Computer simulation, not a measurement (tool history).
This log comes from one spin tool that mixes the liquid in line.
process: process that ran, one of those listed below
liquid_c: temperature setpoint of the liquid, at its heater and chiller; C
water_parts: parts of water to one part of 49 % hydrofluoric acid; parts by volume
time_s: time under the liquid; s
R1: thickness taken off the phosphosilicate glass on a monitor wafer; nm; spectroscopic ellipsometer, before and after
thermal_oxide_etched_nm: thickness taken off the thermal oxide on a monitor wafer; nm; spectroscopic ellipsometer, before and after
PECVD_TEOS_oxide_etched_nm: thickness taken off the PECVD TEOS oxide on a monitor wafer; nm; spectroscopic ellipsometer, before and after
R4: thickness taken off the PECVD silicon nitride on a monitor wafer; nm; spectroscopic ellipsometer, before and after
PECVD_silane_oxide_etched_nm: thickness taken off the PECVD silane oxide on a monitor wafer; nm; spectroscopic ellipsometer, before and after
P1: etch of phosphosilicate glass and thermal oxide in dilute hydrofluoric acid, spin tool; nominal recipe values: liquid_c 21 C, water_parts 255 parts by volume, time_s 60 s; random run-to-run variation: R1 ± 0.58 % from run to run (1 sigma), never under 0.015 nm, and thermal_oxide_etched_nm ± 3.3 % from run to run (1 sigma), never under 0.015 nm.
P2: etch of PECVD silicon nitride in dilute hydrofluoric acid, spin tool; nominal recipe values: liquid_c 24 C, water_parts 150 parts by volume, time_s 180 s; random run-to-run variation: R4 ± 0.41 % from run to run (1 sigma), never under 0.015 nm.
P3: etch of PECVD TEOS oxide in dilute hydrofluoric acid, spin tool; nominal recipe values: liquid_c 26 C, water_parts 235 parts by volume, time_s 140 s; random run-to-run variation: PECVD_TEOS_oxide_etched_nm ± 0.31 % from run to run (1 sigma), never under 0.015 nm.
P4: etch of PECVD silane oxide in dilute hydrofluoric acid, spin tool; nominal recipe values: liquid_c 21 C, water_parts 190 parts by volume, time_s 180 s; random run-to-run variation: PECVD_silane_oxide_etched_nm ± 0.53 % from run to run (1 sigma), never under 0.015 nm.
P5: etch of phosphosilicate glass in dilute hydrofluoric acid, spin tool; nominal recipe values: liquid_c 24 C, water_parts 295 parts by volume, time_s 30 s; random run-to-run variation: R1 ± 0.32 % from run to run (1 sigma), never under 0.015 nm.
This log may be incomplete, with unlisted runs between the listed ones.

{"run": 1, "hour": 16.7, "process": "P1", "liquid_c": 21, "water_parts": 255, "time_s": 60, "R1": 34.535, "thermal_oxide_etched_nm": 0.84337}
{"run": 2, "hour": 30.7, "process": "P3", "liquid_c": 26, "water_parts": 90, "time_s": 140, "PECVD_TEOS_oxide_etched_nm": 31.846}
{"run": 3, "hour": 43.3, "process": "P2", "liquid_c": 24, "water_parts": 150, "time_s": 75, "R4": 2.7909}
{"run": 4, "hour": 60.0, "process": "P4", "liquid_c": 21, "water_parts": 190, "time_s": 330, "PECVD_silane_oxide_etched_nm": 34.934}
{"run": 5, "hour": 72.3, "process": "P1", "liquid_c": 21, "water_parts": 50, "time_s": 60, "R1": 216.9, "thermal_oxide_etched_nm": 5.588}
{"run": 6, "hour": 83.4, "process": "P5", "liquid_c": 24, "water_parts": 295, "time_s": 30, "R1": 10.65}
{"run": 7, "hour": 96.0, "process": "P3", "liquid_c": 26, "water_parts": 235, "time_s": 270, "PECVD_TEOS_oxide_etched_nm": 19.625}
{"run": 8, "hour": 108.1, "process": "P4", "liquid_c": 26.5, "water_parts": 190, "time_s": 180, "PECVD_silane_oxide_etched_nm": 23.393}
{"run": 9, "hour": 119.6, "process": "P4", "liquid_c": 21, "water_parts": 190, "time_s": 180, "PECVD_silane_oxide_etched_nm": 19.087}
{"run": 10, "hour": 133.7, "process": "P1", "liquid_c": 21, "water_parts": 255, "time_s": 25, "R1": 14.298, "thermal_oxide_etched_nm": 0.36585}
{"run": 11, "hour": 152.2, "process": "P4", "liquid_c": 21, "water_parts": 190, "time_s": 180, "PECVD_silane_oxide_etched_nm": 19.128}
{"run": 12, "hour": 163.4, "process": "P1", "liquid_c": 26.5, "water_parts": 255, "time_s": 60, "R1": 41.981, "thermal_oxide_etched_nm": 1.0068}
{"run": 13, "hour": 175.1, "process": "P4", "liquid_c": 21, "water_parts": 275, "time_s": 180, "PECVD_silane_oxide_etched_nm": 12.157}
{"run": 14, "hour": 192.2, "process": "P5", "liquid_c": 24, "water_parts": 515, "time_s": 30, "R1": 5.0465}
{"hour": 196.6, "done": "hydrofluoric acid flow meter replaced"}
{"run": 15, "hour": 207.8, "process": "P3", "liquid_c": 26, "water_parts": 235, "time_s": 140, "PECVD_TEOS_oxide_etched_nm": 10.199}
{"run": 16, "hour": 222.7, "process": "P1", "liquid_c": 21, "water_parts": 255, "time_s": 60, "R1": 34.208, "thermal_oxide_etched_nm": 0.80852}
{"run": 17, "hour": 238.9, "process": "P5", "liquid_c": 19.5, "water_parts": 295, "time_s": 30, "R1": 9.073}
{"run": 18, "hour": 254.8, "process": "P1", "liquid_c": 17, "water_parts": 255, "time_s": 60, "R1": 29.304, "thermal_oxide_etched_nm": 0.74049}
{"run": 19, "hour": 266.1, "process": "P2", "liquid_c": 24, "water_parts": 265, "time_s": 180, "R4": 3.8414}
{"run": 20, "hour": 284.5, "process": "P5", "liquid_c": 24, "water_parts": 295, "time_s": 60, "R1": 21.255}
{"run": 21, "hour": 303.4, "process": "P2", "liquid_c": 17, "water_parts": 150, "time_s": 180, "R4": 4.2224}
{"run": 22, "hour": 318.1, "process": "P1", "liquid_c": 25, "water_parts": 255, "time_s": 90, "R1": 59.476, "thermal_oxide_etched_nm": 1.3924}
{"run": 23, "hour": 328.7, "process": "P1", "liquid_c": 17, "water_parts": 155, "time_s": 60, "R1": 53.063, "thermal_oxide_etched_nm": 1.2901}
{"run": 24, "hour": 339.6, "process": "P1", "liquid_c": 17, "water_parts": 255, "time_s": 20, "R1": 9.9423, "thermal_oxide_etched_nm": 0.21731}
{"run": 25, "hour": 348.5, "process": "P1", "liquid_c": 21, "water_parts": 350, "time_s": 60, "R1": 22.832, "thermal_oxide_etched_nm": 0.59815}
{"run": 26, "hour": 366.3, "process": "P1", "liquid_c": 21, "water_parts": 255, "time_s": 60, "R1": 34.047, "thermal_oxide_etched_nm": 0.82476}
{"run": 27, "hour": 379.7, "process": "P1", "liquid_c": 21, "water_parts": 255, "time_s": 60, "R1": 34.337, "thermal_oxide_etched_nm": 0.88882}
{"run": 28, "hour": 389.0, "process": "P1", "liquid_c": 21, "water_parts": 255, "time_s": 60, "R1": 34.284, "thermal_oxide_etched_nm": 0.83205}
{"run": 29, "hour": 397.6, "process": "P1", "liquid_c": 21, "water_parts": 255, "time_s": 60, "R1": 34.261, "thermal_oxide_etched_nm": 0.81143}
{"run": 30, "hour": 411.4, "process": "P1", "liquid_c": 21, "water_parts": 255, "time_s": 90, "R1": 51.975, "thermal_oxide_etched_nm": 1.2231}
{"run": 31, "hour": 425.5, "process": "P3", "liquid_c": 26, "water_parts": 235, "time_s": 140, "PECVD_TEOS_oxide_etched_nm": 10.235}
{"run": 32, "hour": 439.6, "process": "P2", "liquid_c": 24, "water_parts": 150, "time_s": 180, "R4": 6.7194}
{"run": 33, "hour": 454.1, "process": "P3", "liquid_c": 21.5, "water_parts": 235, "time_s": 140, "PECVD_TEOS_oxide_etched_nm": 8.6769}
{"run": 34, "hour": 472.0, "process": "P1", "liquid_c": 21, "water_parts": 255, "time_s": 60, "R1": 34.556, "thermal_oxide_etched_nm": 0.84308}
{"run": 35, "hour": 487.3, "process": "P1", "liquid_c": 21, "water_parts": 255, "time_s": 60, "R1": 33.286, "thermal_oxide_etched_nm": 0.79154}
{"run": 36, "hour": 505.3, "process": "P1", "liquid_c": 21, "water_parts": 255, "time_s": 60, "R1": 32.1, "thermal_oxide_etched_nm": 0.72963}
{"run": 37, "hour": 524.2, "process": "P1", "liquid_c": 21, "water_parts": 255, "time_s": 60, "R1": 32.275, "thermal_oxide_etched_nm": 0.74159}
{"run": 38, "hour": 539.8, "process": "P1", "liquid_c": 21, "water_parts": 255, "time_s": 60, "R1": 31.993, "thermal_oxide_etched_nm": 0.75268}
{"run": 39, "hour": 552.6, "process": "P1", "liquid_c": 21, "water_parts": 255, "time_s": 60, "R1": 31.59, "thermal_oxide_etched_nm": 0.71978}
{"run": 40, "hour": 567.8, "process": "P1", "liquid_c": 21, "water_parts": 255, "time_s": 60, "R1": 31.715, "thermal_oxide_etched_nm": 0.76192}

P1 has crept away from where it was. The log is fitted equally well by each of these 2 causes, at the sizes shown:
A: liquid colder than its thermometer reads (K) = 2.07
B: hydrofluoric acid flow below the setpoint (%) = 6
Creep in the process output first set in at about hour 472.

Listed below are the offered check runs, one wafer per run, with question marks in place of results. For which of them would the causes give clearly different outcomes?
{"run": "check 1", "hour": 583.0, "process": "P5", "liquid_c": 24, "water_parts": 295, "time_s": 30, "R1": "?"}
{"run": "check 2", "hour": 583.0, "process": "P4", "liquid_c": 21, "water_parts": 190, "time_s": 180, "PECVD_silane_oxide_etched_nm": "?"}
{"run": "check 3", "hour": 583.0, "process": "P3", "liquid_c": 26, "water_parts": 235, "time_s": 140, "PECVD_TEOS_oxide_etched_nm": "?"}
{"run": "check 4", "hour": 583.0, "process": "P2", "liquid_c": 24, "water_parts": 150, "time_s": 180, "R4": "?"}

Outcome of each check run for each possible cause:
check=check_1 result=R1 if_A=9.9225 if_B=9.8526
check=check_2 result=PECVD_silane_oxide_etched_nm if_A=17.644 if_B=17.756
check=check_3 result=PECVD_TEOS_oxide_etched_nm if_A=9.5157 if_B=9.4777
check=check_4 result=R4 if_A=5.8937 if_B=6.3436
Per check, the gap between the least separated pair of causes, taken in the result that splits them most: check 1 0.71 %; check 2 0.63 %; check 3 0.4 %; check 4 7.36 %
Check 4 distinguishes between the causes, while the remaining checks would return nearly the same result for all of them.

Running check 4 produced the following: R4 6.3454 nm. Which one of the listed causes fits?

B is the cause: hydrofluoric acid flow below the setpoint (%).
